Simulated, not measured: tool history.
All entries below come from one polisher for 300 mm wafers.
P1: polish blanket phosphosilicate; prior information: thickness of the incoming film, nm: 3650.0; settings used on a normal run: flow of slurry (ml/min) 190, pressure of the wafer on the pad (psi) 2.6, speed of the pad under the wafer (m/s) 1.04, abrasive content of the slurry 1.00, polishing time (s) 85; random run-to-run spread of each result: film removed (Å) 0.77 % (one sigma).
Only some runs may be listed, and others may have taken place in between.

run	hour	flow of slurry (ml/min)	pressure of the wafer on the pad (psi)	speed of the pad under the wafer (m/s)	abrasive content of the slurry	polishing time (s)	film removed (Å)
1	10.7	190	2.6	1.04	1.00	85	7216.4
2	22.1	190	2.6	0.46	1.00	85	3769.8
3	34.5	190	2.6	1.04	0.55	85	5237.5
4	44.3	190	1.5	1.04	1.00	85	4165.9
5	56.9	190	2.6	1.04	1.00	52	4387.8
# hour 63.3: conditioning disc replaced and pad reconditioned
6	69.1	190	2.6	1.62	1.00	85	10251.0
7	78.4	190	2.6	1.04	1.00	85	7132.6
8	92.1	190	4.1	1.04	1.00	85	11296.0
9	100.0	190	2.6	1.04	0.55	44	2684.2
# hour 110.1: slurry blender recalibrated
10	110.9	115	2.6	1.04	1.00	85	6555.7
11	126.5	250	2.6	1.04	1.00	85	7447.4
12	137.5	190	2.6	1.04	1.00	132	11117.0
13	152.8	190	1.5	1.04	1.00	126	6070.5
14	168.1	190	2.6	1.04	1.40	85	8207.1
15	176.8	190	2.6	1.04	1.00	85	7153.3
16	190.9	190	2.6	1.04	1.00	85	7153.9
17	204.3	190	2.6	1.04	1.00	85	7190.3
18	212.4	190	2.6	1.04	1.00	85	7169.2
19	221.7	190	2.6	1.04	1.00	85	7140.6
20	230.3	190	2.6	1.04	1.00	85	6983.9
21	242.1	190	2.6	1.04	1.00	85	6893.3
22	257.1	190	2.6	1.04	1.00	85	6837.4
23	266.6	190	2.6	1.04	1.00	85	6728.4
24	279.7	190	2.6	1.04	1.00	85	6754.3
# hour 282.7: conditioning disc replaced and pad reconditioned
25	287.9	190	2.6	1.04	1.00	85	6720.3
# hour 296.0: head pressure recalibrated
26	301.3	190	2.6	1.04	1.00	85	6727.0
# hour 302.8: worn pad replaced by a new one
27	312.5	190	2.6	1.04	1.00	85	6648.3
28	324.4	190	2.6	1.04	1.00	85	6637.8
29	339.8	190	2.6	1.04	1.00	85	6621.5

P1 no longer gives what it gave before; its output has crept away from where it was. The following 2 causes, each at its listed size, fit the log equally well:
A: abrasive missing from the slurry, % = 15
B: slurry flow missing at the pad, % = 36.1
Onset of the creep was near hour 212.4.
What rules out each remaining cause:
removal rate lost through wear of the pad, %: serviced after onset, at hour 302.8, with no recovery of the prior output
head's pressure below its setpoint, %: serviced after onset, at hour 296.0, with no recovery of the prior output
time polished since the conditioner stopped cutting, s: serviced after onset, at hour 282.7, with no recovery of the prior output

The 4 check runs listed below each average the results of 2 wafers, and their outcomes are marked with question marks. Under which run would the listed causes produce clearly different results?
check 1	355.2	115	2.6	1.04	1.00	85	?
check 2	355.2	190	2.6	1.40	1.00	85	?
check 3	355.2	230	2.6	1.04	1.00	118	?
check 4	355.2	190	3.1	1.04	1.00	85	?

Outcome of each check run for each possible cause:
check	result	if A	if B
check 1	film removed (Å)	6076.0	5813.3
check 2	film removed (Å)	8425.2	8423.4
check 3	film removed (Å)	9448.1	9565.7
check 4	film removed (Å)	7919.4	7917.7
Gap, in per cent, between the two causes that each check separates least, read from the result that separates them most: check 1 4.42 %; check 2 0.02 %; check 3 1.24 %; check 4 0.02 %
Of the check runs offered, only check 1 discriminates between the causes; the rest would read about the same regardless of which cause applies.

Check 1 has now been run. It gave: film removed (Å) 5755.7. Which of the candidate causes is it?

The cause is B: slurry flow missing at the pad, %.
